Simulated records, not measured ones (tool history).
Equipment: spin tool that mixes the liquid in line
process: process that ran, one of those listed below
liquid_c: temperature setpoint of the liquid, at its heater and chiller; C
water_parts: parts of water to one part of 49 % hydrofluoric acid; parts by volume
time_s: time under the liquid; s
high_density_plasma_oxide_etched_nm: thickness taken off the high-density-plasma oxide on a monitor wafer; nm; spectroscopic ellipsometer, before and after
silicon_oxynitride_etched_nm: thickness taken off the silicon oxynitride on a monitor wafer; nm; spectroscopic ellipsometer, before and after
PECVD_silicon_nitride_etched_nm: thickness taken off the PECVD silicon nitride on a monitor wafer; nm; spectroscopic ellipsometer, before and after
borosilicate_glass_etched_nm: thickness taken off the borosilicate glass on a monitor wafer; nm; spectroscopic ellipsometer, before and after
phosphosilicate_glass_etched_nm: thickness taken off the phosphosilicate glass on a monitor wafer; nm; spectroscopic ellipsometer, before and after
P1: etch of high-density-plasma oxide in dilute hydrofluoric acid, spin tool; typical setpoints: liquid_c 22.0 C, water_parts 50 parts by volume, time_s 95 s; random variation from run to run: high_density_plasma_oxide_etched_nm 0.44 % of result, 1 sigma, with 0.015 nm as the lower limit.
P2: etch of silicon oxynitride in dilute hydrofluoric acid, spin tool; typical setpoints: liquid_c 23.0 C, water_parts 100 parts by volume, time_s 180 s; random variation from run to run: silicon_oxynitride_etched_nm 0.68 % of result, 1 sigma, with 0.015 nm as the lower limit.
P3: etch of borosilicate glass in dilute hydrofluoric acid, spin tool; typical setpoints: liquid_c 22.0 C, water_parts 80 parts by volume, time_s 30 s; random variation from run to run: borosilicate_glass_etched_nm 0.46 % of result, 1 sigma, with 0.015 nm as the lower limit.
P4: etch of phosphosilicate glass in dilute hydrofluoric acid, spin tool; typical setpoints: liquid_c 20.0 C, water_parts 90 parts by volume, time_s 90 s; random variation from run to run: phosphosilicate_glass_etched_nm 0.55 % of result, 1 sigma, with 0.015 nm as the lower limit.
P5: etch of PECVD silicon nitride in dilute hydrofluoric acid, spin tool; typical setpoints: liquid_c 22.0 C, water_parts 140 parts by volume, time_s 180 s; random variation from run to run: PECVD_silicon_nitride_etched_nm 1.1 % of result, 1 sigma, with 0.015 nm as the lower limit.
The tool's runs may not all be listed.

run,hour,process,liquid_c,water_parts,time_s,high_density_plasma_oxide_etched_nm,silicon_oxynitride_etched_nm,PECVD_silicon_nitride_etched_nm,borosilicate_glass_etched_nm,phosphosilicate_glass_etched_nm
1,7.0,P1,22.0,50,95,9.9861,,,,
2,17.2,P2,23.0,30,180,,11.81600,,,
3,28.0,P5,22.0,140,180,,,2.5115,,
4,37.3,P5,22.0,30,180,,,11.3770,,
5,45.5,P3,22.0,25,30,,,,31.4860,
6,55.8,P1,22.0,50,95,10.0090,,,,
7,62.9,P4,20.0,90,150,,,,,82.599
8,68.3,P2,19.5,100,180,,2.85560,,,
9,79.4,P1,22.0,50,95,9.9598,,,,
10,88.1,P4,17.0,90,90,,,,,43.781
11,99.0,P1,22.0,50,95,9.9901,,,,
12,108.6,P3,28.5,80,30,,,,11.7920,
13,117.8,P4,20.0,160,90,,,,,25.867
14,128.7,P5,17.0,140,180,,,1.8179,,
# hour 129.0: hydrofluoric acid flow meter replaced
15,138.1,P1,22.0,30,95,17.1620,,,,
16,147.9,P3,22.0,80,15,,,,4.5441,
17,154.7,P1,22.0,50,165,17.4040,,,,
18,161.5,P2,23.0,100,45,,0.83252,,,
19,171.4,P1,22.0,50,95,9.9435,,,,
20,180.5,P1,27.0,50,95,12.2390,,,,
21,190.1,P4,20.0,90,90,,,,,49.365
22,198.8,P1,22.0,50,50,5.2793,,,,
23,209.9,P1,22.0,80,95,6.0067,,,,
24,219.5,P1,28.0,25,95,26.4300,,,,
25,228.6,P4,20.0,90,90,,,,,49.854
26,235.5,P5,22.0,140,85,,,1.2151,,

Run 27 comes next. What will it give?
27,245.9,P2,23.0,100,180,,?,,,

Logged for run 27: silicon_oxynitride_etched_nm 3.39230 nm.

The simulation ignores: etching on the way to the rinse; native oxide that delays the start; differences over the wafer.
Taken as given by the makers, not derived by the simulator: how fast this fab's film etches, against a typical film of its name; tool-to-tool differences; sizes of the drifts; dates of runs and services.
